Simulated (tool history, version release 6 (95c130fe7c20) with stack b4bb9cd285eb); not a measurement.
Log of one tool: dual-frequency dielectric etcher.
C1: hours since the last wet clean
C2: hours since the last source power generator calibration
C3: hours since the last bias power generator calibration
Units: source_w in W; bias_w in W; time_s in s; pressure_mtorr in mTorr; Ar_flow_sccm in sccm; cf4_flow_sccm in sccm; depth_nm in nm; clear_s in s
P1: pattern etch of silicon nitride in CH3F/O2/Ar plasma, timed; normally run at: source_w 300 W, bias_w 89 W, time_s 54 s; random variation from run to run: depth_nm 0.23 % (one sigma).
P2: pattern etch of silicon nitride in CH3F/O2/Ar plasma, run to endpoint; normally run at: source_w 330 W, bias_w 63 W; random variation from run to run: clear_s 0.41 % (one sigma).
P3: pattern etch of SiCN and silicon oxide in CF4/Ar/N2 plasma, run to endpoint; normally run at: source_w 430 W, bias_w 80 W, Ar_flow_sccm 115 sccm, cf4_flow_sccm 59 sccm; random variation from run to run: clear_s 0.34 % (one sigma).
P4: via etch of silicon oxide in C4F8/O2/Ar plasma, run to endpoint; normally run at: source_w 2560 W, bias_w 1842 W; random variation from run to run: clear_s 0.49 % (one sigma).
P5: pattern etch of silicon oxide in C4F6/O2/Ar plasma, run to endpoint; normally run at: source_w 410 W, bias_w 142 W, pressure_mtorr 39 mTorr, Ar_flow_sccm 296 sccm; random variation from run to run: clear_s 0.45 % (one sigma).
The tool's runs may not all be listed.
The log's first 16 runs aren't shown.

{"run": 17, "hour": 190.5, "process": "P2", "source_w": 450, "bias_w": 63, "C1": 280.2, "C2": 1976, "C3": 105, "clear_s": 44.856}
{"run": 18, "hour": 198.6, "process": "P1", "source_w": 300, "bias_w": 89, "time_s": 67, "C1": 288.3, "C2": 1984.1, "C3": 113.1, "depth_nm": 45.015}
{"run": 19, "hour": 209.8, "process": "P1", "source_w": 300, "bias_w": 108, "time_s": 32.5, "C1": 299.5, "C2": 1995.3, "C3": 124.3, "depth_nm": 23.367}
{"run": 20, "hour": 223.3, "process": "P4", "source_w": 3500, "bias_w": 1842, "C1": 313, "C2": 2008.8, "C3": 137.8, "clear_s": 264.7}
{"run": 21, "hour": 233.2, "process": "P1", "source_w": 230, "bias_w": 89, "time_s": 54, "C1": 322.9, "C2": 2018.7, "C3": 147.7, "depth_nm": 32.813}
{"run": 22, "hour": 240.5, "process": "P5", "source_w": 410, "bias_w": 142, "pressure_mtorr": 39, "Ar_flow_sccm": 208, "C1": 330.2, "C2": 2026, "C3": 155, "clear_s": 14.758}
{"hour": 246.4, "done": "wet clean of the chamber"}
{"run": 23, "hour": 251.6, "process": "P5", "source_w": 520, "bias_w": 142, "pressure_mtorr": 39, "Ar_flow_sccm": 296, "C1": 5.2, "C2": 2037.1, "C3": 166.1, "clear_s": 13.992}
{"run": 24, "hour": 260.5, "process": "P2", "source_w": 330, "bias_w": 90, "C1": 14.1, "C2": 2046, "C3": 175, "clear_s": 44.174}
{"run": 25, "hour": 272.1, "process": "P1", "source_w": 300, "bias_w": 89, "time_s": 29.5, "C1": 25.7, "C2": 2057.6, "C3": 186.6, "depth_nm": 19.862}
{"run": 26, "hour": 283.8, "process": "P2", "source_w": 330, "bias_w": 63, "C1": 37.4, "C2": 2069.3, "C3": 198.3, "clear_s": 50.138}
{"run": 27, "hour": 298.7, "process": "P4", "source_w": 2560, "bias_w": 1842, "C1": 52.3, "C2": 2084.2, "C3": 213.2, "clear_s": 302.67}
{"run": 28, "hour": 308.1, "process": "P3", "source_w": 430, "bias_w": 80, "Ar_flow_sccm": 115, "cf4_flow_sccm": 59, "C1": 61.7, "C2": 2093.6, "C3": 222.6, "clear_s": 20.66}
{"run": 29, "hour": 320.2, "process": "P3", "source_w": 290, "bias_w": 80, "Ar_flow_sccm": 115, "cf4_flow_sccm": 59, "C1": 73.8, "C2": 2105.7, "C3": 234.7, "clear_s": 29.07}
{"run": 30, "hour": 334.1, "process": "P5", "source_w": 410, "bias_w": 142, "pressure_mtorr": 39, "Ar_flow_sccm": 296, "C1": 87.7, "C2": 2119.6, "C3": 248.6, "clear_s": 15.455}
{"run": 31, "hour": 345.6, "process": "P1", "source_w": 300, "bias_w": 89, "time_s": 54, "C1": 99.2, "C2": 2131.1, "C3": 260.1, "depth_nm": 36.114}
{"run": 32, "hour": 356.3, "process": "P1", "source_w": 300, "bias_w": 89, "time_s": 54, "C1": 109.9, "C2": 2141.8, "C3": 270.8, "depth_nm": 36.291}
{"run": 33, "hour": 366.9, "process": "P1", "source_w": 300, "bias_w": 89, "time_s": 54, "C1": 120.5, "C2": 2152.4, "C3": 281.4, "depth_nm": 36.513}
{"run": 34, "hour": 381.6, "process": "P1", "source_w": 300, "bias_w": 89, "time_s": 54, "C1": 135.2, "C2": 2167.1, "C3": 296.1, "depth_nm": 36.673}
{"run": 35, "hour": 395.8, "process": "P1", "source_w": 300, "bias_w": 89, "time_s": 54, "C1": 149.4, "C2": 2181.3, "C3": 310.3, "depth_nm": 36.707}
{"run": 36, "hour": 404.5, "process": "P1", "source_w": 300, "bias_w": 89, "time_s": 54, "C1": 158.1, "C2": 2190, "C3": 319, "depth_nm": 36.568}
{"hour": 415.4, "done": "wet clean of the chamber"}
{"run": 37, "hour": 419.5, "process": "P1", "source_w": 300, "bias_w": 89, "time_s": 54, "C1": 4.2, "C2": 2205, "C3": 334, "depth_nm": 36.713}

Forecast run 38:
{"run": 38, "hour": 430.8, "process": "P1", "source_w": 300, "bias_w": 89, "time_s": 54, "C1": 15.5, "C2": 2216.3, "C3": 345.3, "depth_nm": "?"}

depth_nm: 36.598 nm
